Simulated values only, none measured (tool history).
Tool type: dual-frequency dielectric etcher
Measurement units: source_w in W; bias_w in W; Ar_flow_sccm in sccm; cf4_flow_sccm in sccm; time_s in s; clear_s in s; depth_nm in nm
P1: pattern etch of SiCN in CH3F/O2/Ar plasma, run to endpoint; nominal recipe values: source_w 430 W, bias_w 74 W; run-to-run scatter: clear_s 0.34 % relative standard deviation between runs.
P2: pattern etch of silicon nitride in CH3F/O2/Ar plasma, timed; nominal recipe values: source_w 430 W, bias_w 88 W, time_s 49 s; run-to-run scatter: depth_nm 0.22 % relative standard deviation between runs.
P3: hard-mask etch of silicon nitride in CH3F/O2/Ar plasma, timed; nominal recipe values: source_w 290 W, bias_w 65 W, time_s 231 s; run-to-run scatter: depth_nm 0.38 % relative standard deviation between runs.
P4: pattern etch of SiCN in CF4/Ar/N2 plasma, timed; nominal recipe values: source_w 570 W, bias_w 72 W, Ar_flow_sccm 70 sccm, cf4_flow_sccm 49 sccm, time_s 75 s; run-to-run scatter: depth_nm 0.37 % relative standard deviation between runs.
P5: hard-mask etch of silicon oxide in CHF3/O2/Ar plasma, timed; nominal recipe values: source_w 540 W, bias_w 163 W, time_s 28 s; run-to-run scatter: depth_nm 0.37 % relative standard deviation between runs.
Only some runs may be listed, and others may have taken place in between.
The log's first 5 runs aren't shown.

run,hour,process,source_w,bias_w,Ar_flow_sccm,cf4_flow_sccm,time_s,hours since the last wet clean,hours since the last source power generator calibration,hours since the last bias power generator calibration,clear_s,depth_nm
6,55.7,P2,430,88,,,35.5,143.8,1781.9,3567.9,,27.917
7,64.8,P3,290,65,,,231,152.9,1791,3577,,137.07
8,72.1,P3,290,91,,,231,160.2,1798.3,3584.3,,154.27
9,82.5,P4,570,72,70,49,75,170.6,1808.7,3594.7,,76.618
10,88.9,P5,750,163,,,28,177,1815.1,3601.1,,56.567
11,97.7,P5,540,163,,,34,185.8,1823.9,3609.9,,61.054
12,108.6,P1,500,93,,,,196.7,1834.8,3620.8,29.135,
13,118.7,P3,290,65,,,171.5,206.8,1844.9,3630.9,,101.74
14,128.1,P4,570,72,50,49,75,216.2,1854.3,3640.3,,80.913
15,136.7,P1,430,74,,,,224.8,1862.9,3648.9,33.207,
16,144.3,P2,430,120,,,49,232.4,1870.5,3656.5,,43.296
17,152.6,P3,290,65,,,231,240.7,1878.8,3664.8,,137.33
18,160.4,P4,570,72,70,49,94.5,248.5,1886.6,3672.6,,96.725
19,168.5,P4,570,54,70,49,75,256.6,1894.7,3680.7,,69.632
20,176.4,P2,430,88,,,49,264.5,1902.6,3688.6,,38.501
21,186.6,P2,330,88,,,49,274.7,1912.8,3698.8,,34.997
22,193.6,P1,430,49,,,,281.7,1919.8,3705.8,38.318,
23,199.7,P4,710,72,70,49,75,287.8,1925.9,3711.9,,92.863
24,205.4,P5,540,163,,,28,293.5,1931.6,3717.6,,50.417
25,211.4,P5,540,220,,,28,299.5,1937.6,3723.6,,55.103
26,216.6,P1,430,74,,,,304.7,1942.8,3728.8,33.612,
27,225.5,P1,270,74,,,,313.6,1951.7,3737.7,39.788,

For run 28, what comes out?
28,233.5,P3,200,65,,,231,321.6,1959.7,3745.7,,?

Run 28 produced depth_nm 118.81 nm.
